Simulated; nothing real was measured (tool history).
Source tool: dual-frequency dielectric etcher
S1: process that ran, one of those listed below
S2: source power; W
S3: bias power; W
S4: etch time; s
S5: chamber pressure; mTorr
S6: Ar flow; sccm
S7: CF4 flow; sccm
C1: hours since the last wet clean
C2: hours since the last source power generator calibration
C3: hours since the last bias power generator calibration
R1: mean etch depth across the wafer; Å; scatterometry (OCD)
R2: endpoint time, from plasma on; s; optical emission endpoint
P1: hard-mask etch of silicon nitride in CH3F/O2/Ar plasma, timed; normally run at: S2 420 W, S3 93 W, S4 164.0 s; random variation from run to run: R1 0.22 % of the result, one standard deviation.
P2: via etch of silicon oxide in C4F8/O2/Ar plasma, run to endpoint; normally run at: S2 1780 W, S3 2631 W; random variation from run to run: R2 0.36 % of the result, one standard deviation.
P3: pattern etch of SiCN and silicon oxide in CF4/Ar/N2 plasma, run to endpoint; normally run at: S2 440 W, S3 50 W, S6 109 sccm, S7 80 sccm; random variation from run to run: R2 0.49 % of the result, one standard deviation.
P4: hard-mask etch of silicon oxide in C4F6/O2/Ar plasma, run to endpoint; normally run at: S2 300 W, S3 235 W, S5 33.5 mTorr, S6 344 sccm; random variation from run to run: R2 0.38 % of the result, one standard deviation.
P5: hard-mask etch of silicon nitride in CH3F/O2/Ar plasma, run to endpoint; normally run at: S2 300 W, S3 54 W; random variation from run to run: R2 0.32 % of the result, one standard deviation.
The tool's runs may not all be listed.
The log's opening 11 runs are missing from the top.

run 12 hour=92.6 | S1=P2 S2=2310 S3=2631 | C1=200.3 C2=3914.4 C3=1546.4 | R2=196.170
run 13 hour=103.0 | S1=P3 S2=440 S3=50 S6=131 S7=80 | C1=210.7 C2=3924.8 C3=1556.8 | R2=19.576
-- hour=106.0 bias power generator calibrated
run 14 hour=111.0 | S1=P1 S2=420 S3=93 S4=164.0 | C1=218.7 C2=3932.8 C3=5.1 | R1=1282.10
run 15 hour=116.7 | S1=P1 S2=280 S3=93 S4=164.0 | C1=224.4 C2=3938.5 C3=10.8 | R1=1108.60
run 16 hour=122.1 | S1=P3 S2=440 S3=50 S6=109 S7=99 | C1=229.8 C2=3943.9 C3=16.2 | R2=18.198
run 17 hour=131.4 | S1=P4 S2=420 S3=235 S5=33.5 S6=344 | C1=239.1 C2=3953.2 C3=25.5 | R2=72.637
run 18 hour=139.5 | S1=P3 S2=440 S3=50 S6=109 S7=80 | C1=247.2 C2=3961.3 C3=33.6 | R2=18.862
run 19 hour=144.5 | S1=P1 S2=510 S3=74 S4=164.0 | C1=252.2 C2=3966.3 C3=38.6 | R1=1277.10
run 20 hour=150.9 | S1=P1 S2=420 S3=93 S4=164.0 | C1=258.6 C2=3972.7 C3=45.0 | R1=1284.80
run 21 hour=156.0 | S1=P4 S2=300 S3=235 S5=46.5 S6=344 | C1=263.7 C2=3977.8 C3=50.1 | R2=85.699
run 22 hour=161.8 | S1=P1 S2=420 S3=93 S4=164.0 | C1=269.5 C2=3983.6 C3=55.9 | R1=1285.90
run 23 hour=169.8 | S1=P1 S2=420 S3=61 S4=164.0 | C1=277.5 C2=3991.6 C3=63.9 | R1=1112.40
run 24 hour=174.9 | S1=P4 S2=300 S3=235 S5=33.5 S6=204 | C1=282.6 C2=3996.7 C3=69.0 | R2=78.382
run 25 hour=181.8 | S1=P3 S2=440 S3=68 S6=109 S7=80 | C1=289.5 C2=4003.6 C3=75.9 | R2=17.054
run 26 hour=190.3 | S1=P5 S2=300 S3=54 | C1=298.0 C2=4012.1 C3=84.4 | R2=81.340
run 27 hour=195.5 | S1=P2 S2=1780 S3=2631 | C1=303.2 C2=4017.3 C3=89.6 | R2=217.170
run 28 hour=201.3 | S1=P4 S2=300 S3=177 S5=33.5 S6=344 | C1=309.0 C2=4023.1 C3=95.4 | R2=90.720
run 29 hour=207.8 | S1=P2 S2=1780 S3=2631 | C1=315.5 C2=4029.6 C3=101.9 | R2=219.430
run 30 hour=215.2 | S1=P5 S2=170 S3=54 | C1=322.9 C2=4037.0 C3=109.3 | R2=101.420
run 31 hour=221.7 | S1=P1 S2=420 S3=93 S4=164.0 | C1=329.4 C2=4043.5 C3=115.8 | R1=1285.10
run 32 hour=227.3 | S1=P1 S2=420 S3=93 S4=164.0 | C1=335.0 C2=4049.1 C3=121.4 | R1=1275.50
run 33 hour=237.0 | S1=P1 S2=420 S3=93 S4=164.0 | C1=344.7 C2=4058.8 C3=131.1 | R1=1270.40

What does the tool deliver on the next run?
run 34 hour=242.5 | S1=P1 S2=420 S3=93 S4=164.0 | C1=350.2 C2=4064.3 C3=136.6 | R1=?

{"run 34": {"R1": 1270.9}}
